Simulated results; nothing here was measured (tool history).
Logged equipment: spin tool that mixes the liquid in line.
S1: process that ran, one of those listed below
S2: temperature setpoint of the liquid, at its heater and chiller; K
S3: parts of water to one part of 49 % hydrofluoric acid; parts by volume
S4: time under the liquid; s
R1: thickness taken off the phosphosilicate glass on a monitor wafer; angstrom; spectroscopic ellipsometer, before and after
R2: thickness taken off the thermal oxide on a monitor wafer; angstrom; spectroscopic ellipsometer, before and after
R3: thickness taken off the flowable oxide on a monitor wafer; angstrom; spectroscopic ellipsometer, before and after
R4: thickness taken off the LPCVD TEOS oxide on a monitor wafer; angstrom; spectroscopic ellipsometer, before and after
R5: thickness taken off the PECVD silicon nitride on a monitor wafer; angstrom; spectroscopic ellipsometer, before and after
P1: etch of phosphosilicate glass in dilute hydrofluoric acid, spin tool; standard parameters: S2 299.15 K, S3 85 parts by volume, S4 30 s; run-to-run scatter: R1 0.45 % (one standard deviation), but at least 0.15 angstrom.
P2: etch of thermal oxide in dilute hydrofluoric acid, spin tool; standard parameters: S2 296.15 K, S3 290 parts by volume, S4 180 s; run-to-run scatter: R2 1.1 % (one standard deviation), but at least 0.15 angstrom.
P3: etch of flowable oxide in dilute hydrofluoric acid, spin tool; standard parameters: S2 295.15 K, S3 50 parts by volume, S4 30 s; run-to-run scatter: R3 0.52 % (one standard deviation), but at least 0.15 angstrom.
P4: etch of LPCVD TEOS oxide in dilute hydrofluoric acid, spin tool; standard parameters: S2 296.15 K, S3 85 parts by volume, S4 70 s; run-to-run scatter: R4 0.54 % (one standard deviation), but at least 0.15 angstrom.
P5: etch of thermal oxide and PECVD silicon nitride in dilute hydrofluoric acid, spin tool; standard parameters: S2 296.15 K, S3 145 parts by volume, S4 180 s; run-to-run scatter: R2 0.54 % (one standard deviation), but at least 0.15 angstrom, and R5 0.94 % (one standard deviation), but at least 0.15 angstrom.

run 1 hour=5.6 | S1=P1 S2=299.15 S3=85 S4=30 | R1=694.99
run 2 hour=10.8 | S1=P2 S2=296.15 S3=290 S4=95 | R2=11.766
run 3 hour=17.3 | S1=P2 S2=292.15 S3=290 S4=180 | R2=19.142
run 4 hour=22.7 | S1=P3 S2=295.15 S3=50 S4=30 | R3=191.09
run 5 hour=28.7 | S1=P1 S2=299.15 S3=35 S4=30 | R1=1821.6
run 6 hour=37.4 | S1=P3 S2=295.15 S3=50 S4=45 | R3=282.14
run 7 hour=45.4 | S1=P3 S2=295.15 S3=20 S4=30 | R3=493.61
run 8 hour=50.8 | S1=P1 S2=299.15 S3=85 S4=15 | R1=348.58
run 9 hour=59.2 | S1=P1 S2=295.15 S3=85 S4=30 | R1=599.86
run 10 hour=67.2 | S1=P2 S2=296.15 S3=290 S4=180 | R2=22.235
run 11 hour=71.7 | S1=P1 S2=299.15 S3=85 S4=30 | R1=703.39
run 12 hour=78.6 | S1=P1 S2=299.15 S3=135 S4=30 | R1=414.53
run 13 hour=83.7 | S1=P4 S2=290.15 S3=85 S4=70 | R4=108.78
run 14 hour=91.2 | S1=P1 S2=306.65 S3=85 S4=30 | R1=928.08
run 15 hour=97.3 | S1=P4 S2=296.15 S3=85 S4=70 | R4=140.37
run 16 hour=101.9 | S1=P1 S2=299.15 S3=85 S4=30 | R1=693.92
run 17 hour=107.1 | S1=P1 S2=299.15 S3=85 S4=60 | R1=1396.7
run 18 hour=113.4 | S1=P1 S2=303.15 S3=25 S4=30 | R1=3036.5
run 19 hour=122.2 | S1=P5 S2=296.15 S3=145 S4=275 | R2=76.396 R5=38.009
run 20 hour=129.1 | S1=P1 S2=299.15 S3=85 S4=30 | R1=695.44
run 21 hour=133.7 | S1=P1 S2=299.15 S3=85 S4=30 | R1=698.29
run 22 hour=139.6 | S1=P4 S2=296.15 S3=50 S4=70 | R4=250.51
run 23 hour=147 | S1=P3 S2=303.15 S3=50 S4=30 | R3=262.25
run 24 hour=153.4 | S1=P4 S2=296.15 S3=85 S4=15 | R4=30.189
run 25 hour=161.2 | S1=P1 S2=299.15 S3=115 S4=15 | R1=247.72
run 26 hour=169.2 | S1=P2 S2=296.15 S3=50 S4=180 | R2=166.99
run 27 hour=173.2 | S1=P1 S2=302.15 S3=45 S4=30 | R1=1565.3
run 28 hour=181.9 | S1=P5 S2=296.15 S3=35 S4=180 | R2=235.83 R5=102.19
-- hour=184.5 hydrofluoric acid flow meter replaced
run 29 hour=188.9 | S1=P5 S2=304.15 S3=145 S4=180 | R2=67.718 R5=41.566
run 30 hour=195.2 | S1=P2 S2=296.15 S3=290 S4=180 | R2=22.444
run 31 hour=203.1 | S1=P5 S2=296.15 S3=145 S4=180 | R2=49.867 R5=25.151
run 32 hour=210.8 | S1=P1 S2=299.15 S3=85 S4=30 | R1=695.16
run 33 hour=216.2 | S1=P4 S2=296.15 S3=85 S4=70 | R4=140.56
run 34 hour=222 | S1=P1 S2=299.15 S3=85 S4=30 | R1=693.95
run 35 hour=226.6 | S1=P1 S2=299.15 S3=85 S4=30 | R1=688.72
run 36 hour=233.4 | S1=P1 S2=299.15 S3=85 S4=30 | R1=670.51
run 37 hour=237.7 | S1=P1 S2=299.15 S3=85 S4=30 | R1=664.97
run 38 hour=244.8 | S1=P1 S2=299.15 S3=85 S4=30 | R1=659.51
run 39 hour=253.5 | S1=P1 S2=299.15 S3=85 S4=30 | R1=662.5
run 40 hour=258.9 | S1=P1 S2=299.15 S3=85 S4=30 | R1=658.51
run 41 hour=264.6 | S1=P1 S2=299.15 S3=85 S4=30 | R1=658.98
run 42 hour=272 | S1=P1 S2=299.15 S3=85 S4=30 | R1=652.28
run 43 hour=277.3 | S1=P1 S2=299.15 S3=85 S4=30 | R1=651.56
run 44 hour=282.1 | S1=P1 S2=299.15 S3=85 S4=30 | R1=655.9

P1 no longer gives what it gave before; its output has crept away from where it was. The following 2 causes, each at its listed size, fit the log equally well:
A: liquid colder than its thermometer reads (K) = 1.6
B: hydrofluoric acid flow below the setpoint (%) = 5.51
The drift started at roughly hour 222.

Which of the 4 check runs listed below, each an average over 2 wafers with its results shown as question marks, gives clearly different results under the different listed causes?
run check 1 hour=286.9 | S1=P4 S2=296.15 S3=60 S4=15 | R4=?
run check 2 hour=286.9 | S1=P2 S2=296.15 S3=90 S4=110 | R2=?
run check 3 hour=286.9 | S1=P5 S2=303.65 S3=40 S4=180 | R2=? R5=?
run check 4 hour=286.9 | S1=P3 S2=302.65 S3=50 S4=30 | R3=?

If the cause were each of the candidates in turn, the checks would give the following:
check=check_1 result=R4 if_A=40.985 if_B=41.197
check=check_2 result=R2 if_A=50.735 if_B=50.827
check=check_3 result=R2 if_A=261.02 if_B=261.87
check=check_3 result=R5 if_A=131.94 if_B=138.46
check=check_4 result=R3 if_A=239.89 if_B=240.43
Per-check spread between the two closest causes, in the result where they differ most: check 1 0.51 %; check 2 0.18 %; check 3 4.83 %; check 4 0.23 %
Check 3 distinguishes between the causes, while the remaining checks would return nearly the same result for all of them.

With check 3 done, the readings were: R2 259.29 angstrom; R5 131.81 angstrom. Identify which of the listed causes applies.

The cause is A: liquid colder than its thermometer reads (K).
